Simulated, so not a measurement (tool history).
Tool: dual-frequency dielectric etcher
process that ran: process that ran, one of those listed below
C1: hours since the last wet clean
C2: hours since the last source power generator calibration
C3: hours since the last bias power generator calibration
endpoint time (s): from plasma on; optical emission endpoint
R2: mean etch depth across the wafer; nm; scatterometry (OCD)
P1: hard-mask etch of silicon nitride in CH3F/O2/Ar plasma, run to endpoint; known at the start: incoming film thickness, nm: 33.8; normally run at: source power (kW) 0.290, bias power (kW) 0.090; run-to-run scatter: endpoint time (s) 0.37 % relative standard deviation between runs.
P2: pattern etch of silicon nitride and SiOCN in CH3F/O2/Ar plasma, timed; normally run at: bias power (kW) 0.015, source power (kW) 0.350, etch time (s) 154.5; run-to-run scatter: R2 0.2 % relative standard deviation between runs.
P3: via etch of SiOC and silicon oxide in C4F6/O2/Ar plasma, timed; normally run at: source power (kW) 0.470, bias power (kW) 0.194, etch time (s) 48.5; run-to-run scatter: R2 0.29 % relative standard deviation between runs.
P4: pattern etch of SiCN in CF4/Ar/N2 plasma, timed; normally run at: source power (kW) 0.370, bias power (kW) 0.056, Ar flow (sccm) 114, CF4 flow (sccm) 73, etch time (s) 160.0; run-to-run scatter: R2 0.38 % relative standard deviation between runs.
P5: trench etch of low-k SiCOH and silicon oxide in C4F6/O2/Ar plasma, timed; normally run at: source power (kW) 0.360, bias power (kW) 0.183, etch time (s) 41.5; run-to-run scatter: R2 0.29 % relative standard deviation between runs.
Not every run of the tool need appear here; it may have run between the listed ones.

Run 1, hour 7.9: process that ran P1, source power (kW) 0.290, bias power (kW) 0.090; C1 128.0; C2 1379.0; C3 954.0. Result: endpoint time (s) 50.536.
Run 2, hour 21.0: process that ran P2, source power (kW) 0.350, bias power (kW) 0.010, etch time (s) 154.5; C1 141.1; C2 1392.1; C3 967.1. Result: R2 14.530 nm.
Run 3, hour 37.4: process that ran P4, source power (kW) 0.370, bias power (kW) 0.056, etch time (s) 160.0, Ar flow (sccm) 114, CF4 flow (sccm) 73; C1 157.5; C2 1408.5; C3 983.5. Result: R2 103.420 nm.
Run 4, hour 46.7: process that ran P1, source power (kW) 0.210, bias power (kW) 0.072; C1 166.8; C2 1417.8; C3 992.8. Result: endpoint time (s) 61.870.
Run 5, hour 59.3: process that ran P5, source power (kW) 0.360, bias power (kW) 0.183, etch time (s) 41.5; C1 179.4; C2 1430.4; C3 1005.4. Result: R2 126.090 nm.
Run 6, hour 74.9: process that ran P4, source power (kW) 0.370, bias power (kW) 0.067, etch time (s) 160.0, Ar flow (sccm) 114, CF4 flow (sccm) 73; C1 195.0; C2 1446.0; C3 1021.0. Result: R2 109.770 nm.
Run 7, hour 82.7: process that ran P1, source power (kW) 0.290, bias power (kW) 0.090; C1 202.8; C2 1453.8; C3 1028.8. Result: endpoint time (s) 50.778.
Run 8, hour 91.5: process that ran P1, source power (kW) 0.290, bias power (kW) 0.106; C1 211.6; C2 1462.6; C3 1037.6. Result: endpoint time (s) 47.326.
Run 9, hour 107.4: process that ran P3, source power (kW) 0.470, bias power (kW) 0.194, etch time (s) 26.5; C1 227.5; C2 1478.5; C3 1053.5. Result: R2 33.006 nm.
Run 10, hour 121.1: process that ran P4, source power (kW) 0.370, bias power (kW) 0.056, etch time (s) 160.0, Ar flow (sccm) 114, CF4 flow (sccm) 73; C1 241.2; C2 1492.2; C3 1067.2. Result: R2 103.800 nm.
Run 11, hour 130.4: process that ran P2, source power (kW) 0.350, bias power (kW) 0.015, etch time (s) 107.0; C1 250.5; C2 1501.5; C3 1076.5. Result: R2 11.781 nm.
Run 12, hour 141.0: process that ran P4, source power (kW) 0.370, bias power (kW) 0.056, etch time (s) 160.0, Ar flow (sccm) 114, CF4 flow (sccm) 100; C1 261.1; C2 1512.1; C3 1087.1. Result: R2 108.860 nm.
Run 13, hour 151.7: process that ran P5, source power (kW) 0.360, bias power (kW) 0.244, etch time (s) 41.5; C1 271.8; C2 1522.8; C3 1097.8. Result: R2 139.710 nm.
Run 14, hour 165.1: process that ran P1, source power (kW) 0.350, bias power (kW) 0.090; C1 285.2; C2 1536.2; C3 1111.2. Result: endpoint time (s) 46.955.
Run 15, hour 175.5: process that ran P1, source power (kW) 0.290, bias power (kW) 0.090; C1 295.6; C2 1546.6; C3 1121.6. Result: endpoint time (s) 50.847.
Run 16, hour 190.8: process that ran P2, source power (kW) 0.350, bias power (kW) 0.015, etch time (s) 154.5; C1 310.9; C2 1561.9; C3 1136.9. Result: R2 16.907 nm.
Run 17, hour 199.6: process that ran P5, source power (kW) 0.220, bias power (kW) 0.183, etch time (s) 41.5; C1 319.7; C2 1570.7; C3 1145.7. Result: R2 104.900 nm.
Run 18, hour 215.4: process that ran P1, source power (kW) 0.240, bias power (kW) 0.090; C1 335.5; C2 1586.5; C3 1161.5. Result: endpoint time (s) 54.483.
Run 19, hour 231.1: process that ran P4, source power (kW) 0.370, bias power (kW) 0.056, etch time (s) 160.0, Ar flow (sccm) 146, CF4 flow (sccm) 73; C1 351.2; C2 1602.2; C3 1177.2. Result: R2 98.601 nm.
Run 20, hour 246.2: process that ran P3, source power (kW) 0.300, bias power (kW) 0.194, etch time (s) 48.5; C1 366.3; C2 1617.3; C3 1192.3. Result: R2 50.874 nm.
Run 21, hour 260.8: process that ran P1, source power (kW) 0.290, bias power (kW) 0.090; C1 380.9; C2 1631.9; C3 1206.9. Result: endpoint time (s) 50.533.
Run 22, hour 278.0: process that ran P3, source power (kW) 0.470, bias power (kW) 0.230, etch time (s) 48.5; C1 398.1; C2 1649.1; C3 1224.1. Result: R2 64.196 nm.
Run 23, hour 291.8: process that ran P3, source power (kW) 0.470, bias power (kW) 0.194, etch time (s) 48.5; C1 411.9; C2 1662.9; C3 1237.9. Result: R2 60.484 nm.
Run 24, hour 304.1: process that ran P4, source power (kW) 0.230, bias power (kW) 0.056, etch time (s) 160.0, Ar flow (sccm) 114, CF4 flow (sccm) 73; C1 424.2; C2 1675.2; C3 1250.2. Result: R2 68.049 nm.
Run 25, hour 320.5: process that ran P1, source power (kW) 0.290, bias power (kW) 0.090; C1 440.6; C2 1691.6; C3 1266.6. Result: endpoint time (s) 50.231.
Run 26, hour 337.3: process that ran P5, source power (kW) 0.360, bias power (kW) 0.183, etch time (s) 30.0; C1 457.4; C2 1708.4; C3 1283.4. Result: R2 91.403 nm.
Run 27, hour 353.5: process that ran P1, source power (kW) 0.370, bias power (kW) 0.112; C1 473.6; C2 1724.6; C3 1299.6. Result: endpoint time (s) 42.707.
Run 28, hour 364.9: process that ran P3, source power (kW) 0.470, bias power (kW) 0.194, etch time (s) 48.5; C1 485.0; C2 1736.0; C3 1311.0. Result: R2 60.575 nm.
Run 29, hour 373.6: process that ran P1, source power (kW) 0.290, bias power (kW) 0.090; C1 493.7; C2 1744.7; C3 1319.7. Result: endpoint time (s) 50.531.
Run 30, hour 384.7: process that ran P1, source power (kW) 0.290, bias power (kW) 0.090; C1 504.8; C2 1755.8; C3 1330.8. Result: endpoint time (s) 50.402.
Run 31, hour 397.9: process that ran P1, source power (kW) 0.290, bias power (kW) 0.060; C1 518.0; C2 1769.0; C3 1344.0. Result: endpoint time (s) 58.313.
Run 32, hour 408.0: process that ran P4, source power (kW) 0.370, bias power (kW) 0.056, etch time (s) 88.0, Ar flow (sccm) 114, CF4 flow (sccm) 73; C1 528.1; C2 1779.1; C3 1354.1. Result: R2 56.927 nm.
Run 33, hour 420.3: process that ran P2, source power (kW) 0.490, bias power (kW) 0.015, etch time (s) 154.5; C1 540.4; C2 1791.4; C3 1366.4. Result: R2 19.080 nm.
Run 34, hour 432.5: process that ran P1, source power (kW) 0.290, bias power (kW) 0.090; C1 552.6; C2 1803.6; C3 1378.6. Result: endpoint time (s) 50.305.
Run 35, hour 446.5: process that ran P1, source power (kW) 0.290, bias power (kW) 0.090; C1 566.6; C2 1817.6; C3 1392.6. Result: endpoint time (s) 50.833.
Run 36, hour 460.5: process that ran P1, source power (kW) 0.290, bias power (kW) 0.090; C1 580.6; C2 1831.6; C3 1406.6. Result: endpoint time (s) 51.064.
Run 37, hour 476.8: process that ran P1, source power (kW) 0.290, bias power (kW) 0.090; C1 596.9; C2 1847.9; C3 1422.9. Result: endpoint time (s) 51.178.
Run 38, hour 493.0: process that ran P1, source power (kW) 0.290, bias power (kW) 0.090; C1 613.1; C2 1864.1; C3 1439.1. Result: endpoint time (s) 51.255.
Run 39, hour 501.6: process that ran P1, source power (kW) 0.290, bias power (kW) 0.090; C1 621.7; C2 1872.7; C3 1447.7. Result: endpoint time (s) 51.475.
Run 40, hour 514.5: process that ran P1, source power (kW) 0.290, bias power (kW) 0.090; C1 634.6; C2 1885.6; C3 1460.6. Result: endpoint time (s) 51.669.
At hour 526.1: wet clean of the chamber.
Run 41, hour 528.1: process that ran P1, source power (kW) 0.290, bias power (kW) 0.090; C1 2.1; C2 1899.2; C3 1474.2. Result: endpoint time (s) 51.188.
Run 42, hour 543.1: process that ran P1, source power (kW) 0.290, bias power (kW) 0.090; C1 17.1; C2 1914.2; C3 1489.2. Result: endpoint time (s) 51.499.

Run 43 is up next; what results do you expect?
Run 43, hour 560.4: process that ran P1, source power (kW) 0.290, bias power (kW) 0.090; C1 34.4; C2 1931.5; C3 1506.5. Result: endpoint time (s) ?.

Run 43 yielded endpoint time (s) 51.340.

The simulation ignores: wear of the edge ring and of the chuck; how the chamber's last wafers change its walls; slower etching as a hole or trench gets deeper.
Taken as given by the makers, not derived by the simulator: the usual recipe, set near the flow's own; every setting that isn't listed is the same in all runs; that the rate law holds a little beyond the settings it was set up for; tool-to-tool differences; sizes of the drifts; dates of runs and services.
